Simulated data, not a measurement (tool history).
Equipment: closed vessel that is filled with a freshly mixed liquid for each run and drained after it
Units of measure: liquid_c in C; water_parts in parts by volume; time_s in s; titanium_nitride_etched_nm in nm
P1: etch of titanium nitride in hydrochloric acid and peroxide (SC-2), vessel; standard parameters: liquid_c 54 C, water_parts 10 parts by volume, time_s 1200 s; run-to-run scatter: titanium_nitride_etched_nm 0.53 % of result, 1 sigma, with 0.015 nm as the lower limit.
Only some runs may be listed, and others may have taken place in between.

run	hour	liquid_c	water_parts	time_s	titanium_nitride_etched_nm
1	3.6	54	10	1200	39.757
2	7.5	54	10	1200	40.327
3	12.1	54	10	1200	40.001
4	15.6	54	4	1200	81.135
5	20.5	54	10	2335	78.402
6	26.1	54	18	1200	24.233
7	33.9	54	10	1200	40.31
8	40.8	54	10	1200	40.509
9	46	54	10	1200	40.463
10	50.4	69.5	10	1200	105.75
11	57.4	54	10	1200	40.109
12	61.3	40.5	10	1200	16.146
13	67.5	47.5	10	1990	43.431
14	72.8	54	10	615	20.73
15	79.4	54	10	1200	39.89
16	85.1	54	10	1200	41.656
17	89.5	54	10	1200	42.719
18	96.7	54	10	1200	43.504
19	100.3	54	10	1200	43.58
20	103.6	54	10	1200	43.661
21	109.3	54	10	1200	43.775
22	115.1	54	10	1200	43.836
23	121.6	54	10	1200	44.177
24	126.5	54	10	1200	44.044

What P1 gives has crept off from where it sat before. The 2 causes that follow fit the log equally well, each at the size noted:
A: chemicals flow above the setpoint (%) = 11.5
B: liquid hotter than its thermometer reads (K) = 1.39
The gradual shift began around hour 79.4.
The rest of the possible causes, and what rules out each one:
peroxide weaker than its label (%): at most 8, which would move titanium_nitride_etched_nm by -7.4 %: too little, or the wrong way

You are offered 4 check runs, listed below with question marks in place of their results; each one averages 3 wafers. Which run separates the listed causes by giving clearly different results for each?
check 1	131.4	54	17	1620	?
check 2	131.4	68.5	7	1200	?
check 3	131.4	45	4	1200	?
check 4	131.4	54	14.5	2155	?

Predicted outcomes, by check and by cause:
check	result	if A	if B
check 1	titanium_nitride_etched_nm	37.896	37.641
check 2	titanium_nitride_etched_nm	144.32	144.17
check 3	titanium_nitride_etched_nm	47.459	48.606
check 4	titanium_nitride_etched_nm	57.947	57.658
Separation of the two closest causes in each check, using whichever result separates them best: check 1 0.68 %; check 2 0.1 %; check 3 2.39 %; check 4 0.5 %
Check 3 is the one run that separates the causes; every other check would come out nearly the same whichever cause is at work.

Here is what check 3 returned: titanium_nitride_etched_nm 48.616 nm. Which cause is it?

B is the cause: liquid hotter than its thermometer reads (K).
